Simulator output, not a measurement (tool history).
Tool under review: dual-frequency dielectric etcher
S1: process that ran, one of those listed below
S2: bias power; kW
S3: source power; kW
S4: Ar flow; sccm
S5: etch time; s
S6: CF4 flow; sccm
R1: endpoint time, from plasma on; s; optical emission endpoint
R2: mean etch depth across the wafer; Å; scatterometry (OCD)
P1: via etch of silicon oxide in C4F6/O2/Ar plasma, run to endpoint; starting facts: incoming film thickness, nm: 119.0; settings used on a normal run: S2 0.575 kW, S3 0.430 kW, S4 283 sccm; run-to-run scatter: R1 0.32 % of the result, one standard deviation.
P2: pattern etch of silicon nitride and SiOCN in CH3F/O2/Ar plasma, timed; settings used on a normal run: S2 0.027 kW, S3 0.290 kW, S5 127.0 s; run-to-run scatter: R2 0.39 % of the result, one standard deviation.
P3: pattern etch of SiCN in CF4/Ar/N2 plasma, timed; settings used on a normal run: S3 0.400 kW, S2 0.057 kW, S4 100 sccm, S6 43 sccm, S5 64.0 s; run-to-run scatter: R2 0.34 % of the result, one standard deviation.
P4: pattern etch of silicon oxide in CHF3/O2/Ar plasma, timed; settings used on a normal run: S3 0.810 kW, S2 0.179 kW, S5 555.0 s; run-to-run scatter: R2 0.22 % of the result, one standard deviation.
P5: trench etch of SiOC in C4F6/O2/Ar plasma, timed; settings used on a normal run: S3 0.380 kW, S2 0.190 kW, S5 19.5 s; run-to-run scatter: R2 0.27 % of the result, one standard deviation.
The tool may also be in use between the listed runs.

run,hour,S1,S2,S3,S4,S5,S6,R1,R2
1,10.2,P1,0.575,0.430,283,,,24.566,
2,21.3,P5,0.190,0.220,,19.5,,,329.27
3,33.1,P2,0.034,0.290,,127.0,,,178.62
4,47.9,P2,0.027,0.290,,170.5,,,216.27
5,58.7,P4,0.179,0.810,,555.0,,,11950.00
6,75.5,P3,0.057,0.400,100,64.0,43,,427.14
7,90.6,P1,0.575,0.430,283,,,24.415,
8,100.6,P5,0.257,0.380,,19.5,,,449.68
9,112.1,P4,0.249,0.810,,555.0,,,13367.00
10,121.9,P2,0.027,0.290,,127.0,,,160.61
11,137.6,P1,0.575,0.430,283,,,24.539,
12,146.2,P3,0.057,0.400,139,64.0,43,,401.90
13,153.8,P1,0.461,0.430,283,,,26.493,
14,165.9,P5,0.190,0.380,,19.5,,,406.31
15,174.1,P1,0.575,0.520,382,,,23.714,
16,183.8,P1,0.681,0.430,283,,,22.967,
# hour 194.4: bias power generator calibrated
17,200.4,P4,0.179,0.550,,555.0,,,10271.00
18,212.7,P1,0.575,0.300,283,,,27.837,
19,224.7,P1,0.575,0.430,207,,,23.658,
20,235.4,P1,0.575,0.430,283,,,24.502,
21,251.3,P5,0.190,0.380,,19.5,,,404.85
22,268.0,P3,0.038,0.400,100,64.0,43,,370.46
23,280.1,P4,0.179,0.810,,315.0,,,6770.20
24,289.3,P1,0.575,0.550,283,,,22.355,
25,298.5,P2,0.027,0.230,,127.0,,,148.79
26,311.1,P3,0.057,0.400,100,35.0,43,,234.05
27,318.8,P3,0.057,0.290,100,64.0,43,,323.04
28,331.9,P3,0.057,0.400,100,64.0,28,,393.92
29,341.7,P1,0.575,0.430,366,,,25.083,
30,354.2,P5,0.190,0.380,,13.5,,,281.58
31,370.2,P1,0.575,0.430,283,,,24.328,
32,377.9,P2,0.027,0.290,,127.0,,,161.59

What does the tool deliver on the next run?
33,388.1,P1,0.575,0.430,283,,,?,

{"run 33": {"R1": 24.481}}
